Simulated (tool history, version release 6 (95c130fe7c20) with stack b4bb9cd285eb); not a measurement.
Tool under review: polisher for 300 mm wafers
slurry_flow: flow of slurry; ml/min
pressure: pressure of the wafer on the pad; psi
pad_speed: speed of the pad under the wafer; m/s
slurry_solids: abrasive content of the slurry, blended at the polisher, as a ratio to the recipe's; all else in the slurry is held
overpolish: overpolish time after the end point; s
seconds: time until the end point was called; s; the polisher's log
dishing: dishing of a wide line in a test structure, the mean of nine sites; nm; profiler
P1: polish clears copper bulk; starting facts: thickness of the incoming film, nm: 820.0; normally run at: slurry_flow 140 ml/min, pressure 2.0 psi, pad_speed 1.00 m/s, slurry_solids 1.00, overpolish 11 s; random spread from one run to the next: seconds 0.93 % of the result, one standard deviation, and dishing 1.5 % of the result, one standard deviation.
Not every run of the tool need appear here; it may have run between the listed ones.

| run | hour | slurry_flow | pressure | pad_speed | slurry_solids | overpolish | wafers polished on this pad | hours since the slurry nozzle was cleaned | hours since the head pressure was calibrated | hours since the slurry blender was calibrated | seconds | dishing |
|---|---|---|---|---|---|---|---|---|---|---|---|---|
| 1 | 8.6 | 140 | 2.0 | 1.00 | 1.00 | 11 | 669 | 205.9 | 227.6 | 119.8 | 121.030 | 45.279 |
| 2 | 14.1 | 140 | 2.0 | 1.00 | 1.30 | 11 | 729 | 211.4 | 233.1 | 125.3 | 114.760 | 45.952 |
| 3 | 21.3 | 140 | 2.0 | 1.00 | 1.00 | 11 | 807 | 218.6 | 240.3 | 132.5 | 120.770 | 45.680 |
| 4 | 28.9 | 140 | 2.0 | 1.00 | 0.55 | 5 | 890 | 226.2 | 247.9 | 140.1 | 133.150 | 21.888 |
| 5 | 35.2 | 140 | 2.0 | 1.00 | 1.00 | 11 | 959 | 232.5 | 254.2 | 146.4 | 120.170 | 46.434 |
| 6 | 41.6 | 85 | 2.0 | 1.00 | 1.00 | 11 | 1028 | 238.9 | 260.6 | 152.8 | 135.540 | 41.979 |
| 7 | 46.6 | 140 | 2.0 | 1.00 | 1.00 | 3 | 1083 | 243.9 | 265.6 | 157.8 | 118.790 | 15.463 |
| 8 | 52.5 | 140 | 3.1 | 1.00 | 1.00 | 11 | 1147 | 249.8 | 271.5 | 163.7 | 77.675 | 65.587 |
| 9 | 58.7 | 140 | 2.0 | 1.00 | 1.00 | 11 | 1214 | 256.0 | 277.7 | 169.9 | 119.630 | 46.005 |
| 10 | 64.2 | 190 | 2.0 | 1.00 | 1.00 | 11 | 1274 | 261.5 | 283.2 | 175.4 | 114.870 | 47.759 |
| 11 | 70.2 | 140 | 2.0 | 1.52 | 1.00 | 11 | 1339 | 267.5 | 289.2 | 181.4 | 80.082 | 61.380 |
| 12 | 79.0 | 140 | 2.0 | 1.00 | 0.65 | 11 | 1435 | 276.3 | 298.0 | 190.2 | 131.230 | 43.257 |
| 13 | 87.3 | 140 | 2.0 | 0.54 | 1.00 | 11 | 1525 | 284.6 | 306.3 | 198.5 | 220.690 | 28.367 |

Run 14, settings as shown, results not yet in. Your forecast:
| 14 | 94.2 | 140 | 2.0 | 1.00 | 1.00 | 19 | 1600 | 291.5 | 313.2 | 205.4 | ? | ? |

Logged for run 14: seconds 120.500 s, dishing 63.210 nm.
